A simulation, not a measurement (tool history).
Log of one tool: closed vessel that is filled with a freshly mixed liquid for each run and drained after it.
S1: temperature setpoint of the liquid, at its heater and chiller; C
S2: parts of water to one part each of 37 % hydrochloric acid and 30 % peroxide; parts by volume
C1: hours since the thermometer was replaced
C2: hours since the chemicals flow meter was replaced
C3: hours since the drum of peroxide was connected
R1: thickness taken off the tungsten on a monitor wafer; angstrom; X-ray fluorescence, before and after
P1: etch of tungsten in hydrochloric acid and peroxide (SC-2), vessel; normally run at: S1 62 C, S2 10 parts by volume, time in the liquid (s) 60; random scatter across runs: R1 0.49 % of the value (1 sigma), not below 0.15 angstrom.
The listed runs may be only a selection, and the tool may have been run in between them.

Run 1, hour 16.7: S1 62 C, S2 10 parts by volume, time in the liquid (s) 60; C1 304.3; C2 934.5; C3 321.7. Result: R1 414.55 angstrom.
Run 2, hour 26.8: S1 62 C, S2 17.5 parts by volume, time in the liquid (s) 60; C1 314.4; C2 944.6; C3 331.8. Result: R1 256.23 angstrom.
Run 3, hour 45.3: S1 62 C, S2 10 parts by volume, time in the liquid (s) 60; C1 332.9; C2 963.1; C3 350.3. Result: R1 415.47 angstrom.
At hour 46.4: new drum of peroxide connected.
Run 4, hour 55: S1 69.5 C, S2 10 parts by volume, time in the liquid (s) 30; C1 342.6; C2 972.8; C3 8.6. Result: R1 324.54 angstrom.
Run 5, hour 67: S1 62 C, S2 10 parts by volume, time in the liquid (s) 110; C1 354.6; C2 984.8; C3 20.6. Result: R1 758.39 angstrom.
Run 6, hour 82.2: S1 72 C, S2 10 parts by volume, time in the liquid (s) 60; C1 369.8; C2 1000; C3 35.8. Result: R1 754.96 angstrom.
Run 7, hour 91.6: S1 62 C, S2 14 parts by volume, time in the liquid (s) 30; C1 379.2; C2 1009.4; C3 45.2. Result: R1 154.42 angstrom.
Run 8, hour 106.7: S1 50.5 C, S2 17 parts by volume, time in the liquid (s) 60; C1 394.3; C2 1024.5; C3 60.3. Result: R1 125.27 angstrom.
Run 9, hour 119.8: S1 62 C, S2 10 parts by volume, time in the liquid (s) 60; C1 407.4; C2 1037.6; C3 73.4. Result: R1 412.37 angstrom.
At hour 129.5: chemicals flow meter replaced.
Run 10, hour 138.2: S1 62 C, S2 10 parts by volume, time in the liquid (s) 60; C1 425.8; C2 8.8; C3 91.8. Result: R1 414.34 angstrom.
Run 11, hour 155.6: S1 62 C, S2 4 parts by volume, time in the liquid (s) 60; C1 443.2; C2 26.2; C3 109.2. Result: R1 825.38 angstrom.
Run 12, hour 171.3: S1 62 C, S2 10 parts by volume, time in the liquid (s) 30; C1 458.9; C2 41.9; C3 124.9. Result: R1 205.87 angstrom.
Run 13, hour 186.7: S1 62 C, S2 10 parts by volume, time in the liquid (s) 60; C1 474.3; C2 57.3; C3 140.3. Result: R1 411.71 angstrom.
Run 14, hour 202.5: S1 46 C, S2 10 parts by volume, time in the liquid (s) 60; C1 490.1; C2 73.1; C3 156.1. Result: R1 145.51 angstrom.
Run 15, hour 218.1: S1 62 C, S2 10 parts by volume, time in the liquid (s) 60; C1 505.7; C2 88.7; C3 171.7. Result: R1 408.52 angstrom.
Run 16, hour 232: S1 62 C, S2 10 parts by volume, time in the liquid (s) 60; C1 519.6; C2 102.6; C3 185.6. Result: R1 419.69 angstrom.
Run 17, hour 249.9: S1 62 C, S2 10 parts by volume, time in the liquid (s) 60; C1 537.5; C2 120.5; C3 203.5. Result: R1 430.82 angstrom.
Run 18, hour 262.9: S1 62 C, S2 10 parts by volume, time in the liquid (s) 60; C1 550.5; C2 133.5; C3 216.5. Result: R1 433.78 angstrom.
Run 19, hour 280.6: S1 62 C, S2 10 parts by volume, time in the liquid (s) 60; C1 568.2; C2 151.2; C3 234.2. Result: R1 439.07 angstrom.
Run 20, hour 289.5: S1 62 C, S2 10 parts by volume, time in the liquid (s) 60; C1 577.1; C2 160.1; C3 243.1. Result: R1 440.72 angstrom.
Run 21, hour 307.1: S1 62 C, S2 10 parts by volume, time in the liquid (s) 60; C1 594.7; C2 177.7; C3 260.7. Result: R1 441.69 angstrom.
Run 22, hour 318.6: S1 62 C, S2 10 parts by volume, time in the liquid (s) 60; C1 606.2; C2 189.2; C3 272.2. Result: R1 442.53 angstrom.
Run 23, hour 336.7: S1 62 C, S2 10 parts by volume, time in the liquid (s) 60; C1 624.3; C2 207.3; C3 290.3. Result: R1 441.84 angstrom.
Run 24, hour 345.9: S1 62 C, S2 10 parts by volume, time in the liquid (s) 60; C1 633.5; C2 216.5; C3 299.5. Result: R1 441.13 angstrom.
Run 25, hour 360.5: S1 62 C, S2 10 parts by volume, time in the liquid (s) 60; C1 648.1; C2 231.1; C3 314.1. Result: R1 440.36 angstrom.

P1 has crept away from where it was. The log is fitted equally well by each of these 2 causes, at the sizes shown:
A: chemicals flow above the setpoint (%) = 8.54
B: liquid hotter than its thermometer reads (K) = 1.1
The process output started creeping at around hour 218.1.
Excluded causes, each with its reason:
peroxide weaker than its label (%): can reach only 8, and even then R1 would move by -7.4 %, too little or the wrong way

Below are 4 check runs, each averaged over 3 wafers, with their results shown as question marks. Which of them would give clearly different results depending on which cause is behind the drift?
Run check 1, hour 375.1: S1 46.5 C, S2 16.5 parts by volume, time in the liquid (s) 60. Result: R1 ?.
Run check 2, hour 375.1: S1 55.5 C, S2 16.5 parts by volume, time in the liquid (s) 60. Result: R1 ?.
Run check 3, hour 375.1: S1 46.5 C, S2 4 parts by volume, time in the liquid (s) 60. Result: R1 ?.
Run check 4, hour 375.1: S1 55.5 C, S2 10 parts by volume, time in the liquid (s) 30. Result: R1 ?.

Expected result of each check under each candidate cause:
  check  result    if A    if B
check 1      R1  105.06  105.27
check 2      R1  190.76  190.37
check 3      R1   317.9  324.57
check 4      R1  146.33  146.74
Distance between the nearest two causes, measured in the result of the check that separates them most: check 1 0.2 %; check 2 0.21 %; check 3 2.08 %; check 4 0.28 %
Check 3 tells the causes apart: in the others they would give nearly the same result.

Then check 3 was run and gave: R1 316.88 angstrom. Which cause is it?

The cause is A: chemicals flow above the setpoint (%).

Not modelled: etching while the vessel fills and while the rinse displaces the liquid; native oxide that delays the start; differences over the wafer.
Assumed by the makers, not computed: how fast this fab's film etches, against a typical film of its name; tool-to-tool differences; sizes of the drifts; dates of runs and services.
